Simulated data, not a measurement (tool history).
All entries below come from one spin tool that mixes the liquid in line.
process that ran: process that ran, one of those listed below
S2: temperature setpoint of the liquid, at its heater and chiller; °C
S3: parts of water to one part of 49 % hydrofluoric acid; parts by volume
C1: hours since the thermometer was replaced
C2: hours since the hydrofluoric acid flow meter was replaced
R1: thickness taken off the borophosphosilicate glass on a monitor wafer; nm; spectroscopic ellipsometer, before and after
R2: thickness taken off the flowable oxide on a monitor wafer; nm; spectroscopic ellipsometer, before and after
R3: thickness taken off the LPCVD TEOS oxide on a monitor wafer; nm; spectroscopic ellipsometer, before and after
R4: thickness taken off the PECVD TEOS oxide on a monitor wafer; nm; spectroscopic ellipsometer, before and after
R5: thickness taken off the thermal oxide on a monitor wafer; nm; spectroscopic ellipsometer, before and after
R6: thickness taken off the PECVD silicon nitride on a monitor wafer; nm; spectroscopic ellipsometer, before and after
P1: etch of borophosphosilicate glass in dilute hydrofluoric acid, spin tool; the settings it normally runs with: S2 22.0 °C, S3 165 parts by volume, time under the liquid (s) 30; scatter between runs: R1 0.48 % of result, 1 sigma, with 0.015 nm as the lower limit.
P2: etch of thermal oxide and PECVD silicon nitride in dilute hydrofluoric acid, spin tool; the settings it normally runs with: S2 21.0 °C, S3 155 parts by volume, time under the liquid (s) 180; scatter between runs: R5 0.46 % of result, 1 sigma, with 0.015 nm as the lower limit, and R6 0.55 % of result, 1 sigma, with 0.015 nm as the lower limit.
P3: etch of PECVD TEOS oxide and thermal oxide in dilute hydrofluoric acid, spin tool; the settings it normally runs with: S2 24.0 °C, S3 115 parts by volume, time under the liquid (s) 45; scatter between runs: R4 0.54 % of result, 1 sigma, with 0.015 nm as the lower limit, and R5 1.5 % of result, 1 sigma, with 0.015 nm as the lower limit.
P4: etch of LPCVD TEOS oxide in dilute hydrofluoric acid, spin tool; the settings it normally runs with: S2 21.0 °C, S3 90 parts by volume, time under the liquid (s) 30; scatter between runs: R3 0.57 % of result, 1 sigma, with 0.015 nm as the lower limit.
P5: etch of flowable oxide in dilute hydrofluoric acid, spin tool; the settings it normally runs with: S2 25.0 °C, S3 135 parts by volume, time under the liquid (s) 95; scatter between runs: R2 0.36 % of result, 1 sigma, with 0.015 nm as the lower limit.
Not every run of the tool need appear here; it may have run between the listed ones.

Run 1, hour 10.1: process that ran P1, S2 22.0 °C, S3 165 parts by volume, time under the liquid (s) 30; C1 392.0; C2 1129.8. Result: R1 9.9236 nm.
Run 2, hour 15.9: process that ran P5, S2 25.0 °C, S3 215 parts by volume, time under the liquid (s) 95; C1 397.8; C2 1135.6. Result: R2 22.426 nm.
Run 3, hour 25.0: process that ran P1, S2 22.0 °C, S3 165 parts by volume, time under the liquid (s) 30; C1 406.9; C2 1144.7. Result: R1 9.9395 nm.
Run 4, hour 33.0: process that ran P1, S2 22.0 °C, S3 165 parts by volume, time under the liquid (s) 30; C1 414.9; C2 1152.7. Result: R1 9.9425 nm.
Run 5, hour 39.5: process that ran P4, S2 21.0 °C, S3 45 parts by volume, time under the liquid (s) 30; C1 421.4; C2 1159.2. Result: R3 29.384 nm.
Run 6, hour 45.0: process that ran P4, S2 17.0 °C, S3 90 parts by volume, time under the liquid (s) 30; C1 426.9; C2 1164.7. Result: R3 11.804 nm.
Run 7, hour 53.5: process that ran P3, S2 24.0 °C, S3 115 parts by volume, time under the liquid (s) 70; C1 435.4; C2 1173.2. Result: R4 7.5046 nm, R5 2.7265 nm.
Run 8, hour 58.9: process that ran P1, S2 22.0 °C, S3 225 parts by volume, time under the liquid (s) 30; C1 440.8; C2 1178.6. Result: R1 6.7999 nm.
Run 9, hour 66.9: process that ran P1, S2 22.0 °C, S3 165 parts by volume, time under the liquid (s) 30; C1 448.8; C2 1186.6. Result: R1 9.9762 nm.
Run 10, hour 76.3: process that ran P5, S2 25.0 °C, S3 135 parts by volume, time under the liquid (s) 180; C1 458.2; C2 1196.0. Result: R2 73.704 nm.
Run 11, hour 85.7: process that ran P3, S2 24.0 °C, S3 115 parts by volume, time under the liquid (s) 45; C1 467.6; C2 1205.4. Result: R4 4.8667 nm, R5 1.7139 nm.
Run 12, hour 95.5: process that ran P2, S2 21.0 °C, S3 155 parts by volume, time under the liquid (s) 180; C1 477.4; C2 1215.2. Result: R5 4.4858 nm, R6 5.3559 nm.
Run 13, hour 106.8: process that ran P4, S2 21.0 °C, S3 90 parts by volume, time under the liquid (s) 50; C1 488.7; C2 1226.5. Result: R3 23.357 nm.
Run 14, hour 116.8: process that ran P1, S2 22.0 °C, S3 165 parts by volume, time under the liquid (s) 15; C1 498.7; C2 1236.5. Result: R1 4.9728 nm.
Run 15, hour 125.9: process that ran P3, S2 24.0 °C, S3 165 parts by volume, time under the liquid (s) 45; C1 507.8; C2 1245.6. Result: R4 3.1737 nm, R5 1.2090 nm.
Run 16, hour 137.3: process that ran P1, S2 26.5 °C, S3 165 parts by volume, time under the liquid (s) 30; C1 519.2; C2 1257.0. Result: R1 11.7970 nm.
Run 17, hour 144.6: process that ran P2, S2 21.0 °C, S3 155 parts by volume, time under the liquid (s) 180; C1 526.5; C2 1264.3. Result: R5 4.5639 nm, R6 5.3730 nm.
Run 18, hour 151.3: process that ran P2, S2 21.0 °C, S3 155 parts by volume, time under the liquid (s) 315; C1 533.2; C2 1271.0. Result: R5 7.9099 nm, R6 9.3347 nm.
Run 19, hour 159.3: process that ran P1, S2 17.0 °C, S3 80 parts by volume, time under the liquid (s) 30; C1 541.2; C2 1279.0. Result: R1 18.2740 nm.
Run 20, hour 164.4: process that ran P4, S2 21.0 °C, S3 90 parts by volume, time under the liquid (s) 30; C1 546.3; C2 1284.1. Result: R3 13.925 nm.
Run 21, hour 174.3: process that ran P1, S2 22.0 °C, S3 165 parts by volume, time under the liquid (s) 45; C1 556.2; C2 1294.0. Result: R1 14.7810 nm.
Run 22, hour 185.0: process that ran P3, S2 19.0 °C, S3 115 parts by volume, time under the liquid (s) 45; C1 566.9; C2 1304.7. Result: R4 3.9550 nm, R5 1.4443 nm.
Run 23, hour 191.4: process that ran P1, S2 17.0 °C, S3 165 parts by volume, time under the liquid (s) 30; C1 573.3; C2 1311.1. Result: R1 8.0932 nm.
Run 24, hour 196.3: process that ran P5, S2 29.5 °C, S3 135 parts by volume, time under the liquid (s) 95; C1 578.2; C2 1316.0. Result: R2 46.086 nm.
Run 25, hour 203.1: process that ran P5, S2 25.0 °C, S3 135 parts by volume, time under the liquid (s) 95; C1 585.0; C2 1322.8. Result: R2 38.912 nm.

Predict the results of run 26:
Run 26, hour 210.5: process that ran P2, S2 21.0 °C, S3 40 parts by volume, time under the liquid (s) 180; C1 592.4; C2 1330.2. Result: R5 ?, R6 ?.

Run 26 came out at R5 20.0950 nm, R6 19.9430 nm.
